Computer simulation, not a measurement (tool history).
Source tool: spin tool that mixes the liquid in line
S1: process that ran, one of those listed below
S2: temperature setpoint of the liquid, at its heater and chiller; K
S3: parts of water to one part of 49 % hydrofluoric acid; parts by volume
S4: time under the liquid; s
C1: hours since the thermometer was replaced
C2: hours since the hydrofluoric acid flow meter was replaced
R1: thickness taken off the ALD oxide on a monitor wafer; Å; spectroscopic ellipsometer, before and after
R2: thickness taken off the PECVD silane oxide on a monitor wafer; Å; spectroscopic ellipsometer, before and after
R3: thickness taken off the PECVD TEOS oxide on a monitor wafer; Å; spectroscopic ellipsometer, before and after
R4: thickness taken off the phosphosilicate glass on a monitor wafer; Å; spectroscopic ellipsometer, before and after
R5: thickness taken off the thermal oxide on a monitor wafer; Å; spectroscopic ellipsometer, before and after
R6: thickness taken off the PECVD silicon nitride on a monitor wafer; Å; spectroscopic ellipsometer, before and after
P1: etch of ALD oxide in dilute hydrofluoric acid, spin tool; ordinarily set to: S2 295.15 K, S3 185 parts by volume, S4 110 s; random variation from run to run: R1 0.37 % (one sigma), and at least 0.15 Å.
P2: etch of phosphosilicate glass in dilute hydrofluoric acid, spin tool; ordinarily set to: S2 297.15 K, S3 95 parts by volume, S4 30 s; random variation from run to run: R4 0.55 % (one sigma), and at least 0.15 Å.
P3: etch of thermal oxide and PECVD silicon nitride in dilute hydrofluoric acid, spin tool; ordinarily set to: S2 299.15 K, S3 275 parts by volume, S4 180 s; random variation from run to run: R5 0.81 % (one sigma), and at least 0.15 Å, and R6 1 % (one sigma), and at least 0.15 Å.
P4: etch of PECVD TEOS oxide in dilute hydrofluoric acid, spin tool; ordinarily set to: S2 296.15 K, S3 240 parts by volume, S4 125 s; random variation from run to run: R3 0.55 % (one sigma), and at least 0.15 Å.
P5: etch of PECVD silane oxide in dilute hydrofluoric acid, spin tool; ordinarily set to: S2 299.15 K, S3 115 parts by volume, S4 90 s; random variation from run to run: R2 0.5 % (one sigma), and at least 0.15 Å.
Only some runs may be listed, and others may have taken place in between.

run,hour,S1,S2,S3,S4,C1,C2,R1,R2,R3,R4,R5,R6
1,7.6,P1,295.15,185,110,927.1,927.4,61.009,,,,,
2,15.7,P1,290.15,185,110,935.2,935.5,49.921,,,,,
3,29.5,P5,299.15,210,90,949.0,949.3,,67.186,,,,
4,38.7,P1,295.15,185,25,958.2,958.5,13.658,,,,,
5,46.1,P5,299.15,115,90,965.6,965.9,,137.440,,,,
6,56.3,P1,295.15,185,175,975.8,976.1,96.509,,,,,
7,67.8,P1,290.15,185,200,987.3,987.6,91.003,,,,,
8,80.3,P1,295.15,185,110,999.8,1000.1,61.223,,,,,
# hour 81.4: thermometer replaced
9,92.3,P1,295.15,270,110,11.0,1012.1,38.083,,,,,
10,100.1,P4,300.65,240,125,18.8,1019.9,,,69.213,,,
11,110.0,P5,299.15,115,90,28.7,1029.8,,136.300,,,,
12,117.5,P2,304.65,95,30,36.2,1037.3,,,,404.63,,
13,127.7,P4,296.15,420,125,46.4,1047.5,,,28.705,,,
14,136.5,P3,299.15,275,180,55.2,1056.3,,,,,27.5430,27.0840
15,145.8,P2,297.15,95,30,64.5,1065.6,,,,306.23,,
16,160.4,P4,296.15,240,125,79.1,1080.2,,,58.569,,,
17,168.9,P2,297.15,135,30,87.6,1088.7,,,,203.93,,
18,177.9,P3,299.15,90,180,96.6,1097.7,,,,,104.8100,83.4510
19,188.3,P3,293.65,275,180,107.0,1108.1,,,,,23.0320,19.4330
20,199.1,P1,295.15,185,110,117.8,1118.9,61.132,,,,,
21,212.6,P2,297.15,95,45,131.3,1132.4,,,,454.76,,
22,222.6,P1,295.15,185,110,141.3,1142.4,60.682,,,,,
23,233.4,P1,295.15,185,110,152.1,1153.2,60.970,,,,,
24,246.7,P5,299.15,115,180,165.4,1166.5,,275.520,,,,
25,260.6,P4,296.15,240,125,179.3,1180.4,,,59.576,,,
26,267.4,P1,295.15,110,110,186.1,1187.2,111.230,,,,,

Expected results for the next run?
27,277.5,P3,299.15,275,60,196.2,1197.3,,,,,?,?

{"run 27": {"R5": 9.1254, "R6": 9.0331}}

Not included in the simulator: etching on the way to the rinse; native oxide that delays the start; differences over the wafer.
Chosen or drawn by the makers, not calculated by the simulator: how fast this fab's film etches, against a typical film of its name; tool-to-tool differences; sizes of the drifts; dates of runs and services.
